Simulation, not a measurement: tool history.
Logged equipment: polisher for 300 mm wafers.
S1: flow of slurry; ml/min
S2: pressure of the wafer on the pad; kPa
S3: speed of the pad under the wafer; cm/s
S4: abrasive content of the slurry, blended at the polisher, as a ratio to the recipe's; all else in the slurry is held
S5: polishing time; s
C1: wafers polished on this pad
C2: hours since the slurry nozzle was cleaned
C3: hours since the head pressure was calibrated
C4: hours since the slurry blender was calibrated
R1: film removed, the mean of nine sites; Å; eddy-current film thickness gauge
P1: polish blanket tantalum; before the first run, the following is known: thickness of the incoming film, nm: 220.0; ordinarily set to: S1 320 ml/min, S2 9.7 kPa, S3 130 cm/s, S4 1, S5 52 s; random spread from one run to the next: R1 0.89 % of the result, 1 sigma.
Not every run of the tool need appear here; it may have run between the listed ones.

run     day   S1    S2   S3    S4  S5    C1     C2     C3     C4      R1
  1     0.5  320   9.7  130     1  52   630  335.3  185.2   47.9  666.08
  2   1.008  505   9.7  130     1  52   816  347.5  197.4   60.1  678.77
  3   1.662  320   9.7  130  1.35  52  1055  363.2  213.1   75.8  721.91
  4     2.2  320   9.7  204     1  52  1252  376.1    226   88.7  1051.6
  5   2.821  320   7.6  130   1.4  52  1479    391  240.9  103.6  572.43
  6   3.521  320   4.8  130     1  52  1735  407.8  257.7  120.4  333.81
      3.721  -- slurry nozzle cleaned
  7   3.871  320   9.7   62     1  52  1863    3.7  266.1  128.8  319.77
  8   4.462  320   9.7  130     1  23  2079   17.9  280.3    143  298.56
  9   4.975  320   9.7  130     1  52  2266   30.2  292.6  155.3  672.75
 10   5.325  320   9.7  130     1  52  2394   38.6    301  163.7     675
 11   5.921  320   9.7  130     1  72  2612   52.9  315.3    178  935.49
 12   6.562  320  12.4  130     1  52  2847   68.3  330.7  193.4  864.03
 13   6.996  190   9.7  130     1  52  3005   78.7  341.1  203.8  628.15
 14   7.771  320   9.7  130     1  52  3288   97.3  359.7  222.4  667.34
 15   8.496  320   9.7  130   0.5  52  3553  114.7  377.1  239.8   515.3
 16   9.254  440   9.7  184     1  52  3831  132.9  395.3    258  970.93
 17   9.754  190  13.1  130     1  52  4013  144.9  407.3    270  855.41
 18  10.217  320   9.7  130     1  52  4183    156  418.4  281.1  668.42
 19  10.825  320   9.7  130     1  52  4405  170.6    433  295.7  667.91
 20  11.188  320   9.7  130     1  52  4538  179.3  441.7  304.4  648.84
 21  11.888  320   9.7  130     1  52  4793  196.1  458.5  321.2  635.08
 22  12.654  320   9.7  130     1  52  5074  214.5  476.9  339.6   628.1
     13.079  -- slurry nozzle cleaned
 23  13.333  320   9.7  130     1  52  5322    6.1  493.2  355.9  604.96
     13.392  -- head pressure recalibrated
 24  13.921  320   9.7  130     1  52  5537   20.2   12.8    370  603.07
 25   14.45  320   9.7  130     1  52  5730   32.9   25.5  382.7  602.62
 26   15.05  320   9.7  130     1  52  5950   47.3   39.9  397.1  608.82
 27  15.696  320   9.7  130     1  52  6186   62.8   55.4  412.6  603.03
 28  16.092  320   9.7  130     1  52  6330   72.3   64.9  422.1  613.68

The log shows P1 creeping away from where it was. Any of the 2 causes listed here, at the size stated for it, fits the log just as well as the others:
A: abrasive missing from the slurry, % = 28.3
B: removal rate lost through wear of the pad, % = 10.1
The drift started at roughly day 10.825.
Excluded causes, each with its reason:
slurry flow missing at the pad, %: serviced at day 13.079, after the drift had started, without restoring the earlier output
head's pressure below its setpoint, %: serviced at day 13.392, after the drift had started, without restoring the earlier output

4 check runs are offered, each on 2 wafers whose results are averaged, their results left as question marks. Which one tells the causes apart?
check 1  16.488  320  9.7   72  0.55  52                   ?
check 2  16.488  495  9.7  202     1  52                   ?
check 3  16.488  320  7.6  130     1  63                   ?
check 4  16.488  320  5.5  130     1  24                   ?

If the cause were each of the candidates in turn, the checks would give the following:
  check  result    if A    if B
check 1      R1  258.62  271.14
check 2      R1  967.06  967.43
check 3      R1  574.74  574.96
check 4      R1  159.24   159.3
How far apart the two closest causes lie, in the result that separates them most: check 1 4.73 %; check 2 0.04 %; check 3 0.04 %; check 4 0.04 %
Of the check runs offered, only check 1 discriminates between the causes; the rest would read about the same regardless of which cause applies.

The results of check 1 are: R1 272.69 Å. Based on these, which of the listed causes is it?

The correct cause is B, namely: removal rate lost through wear of the pad, %.
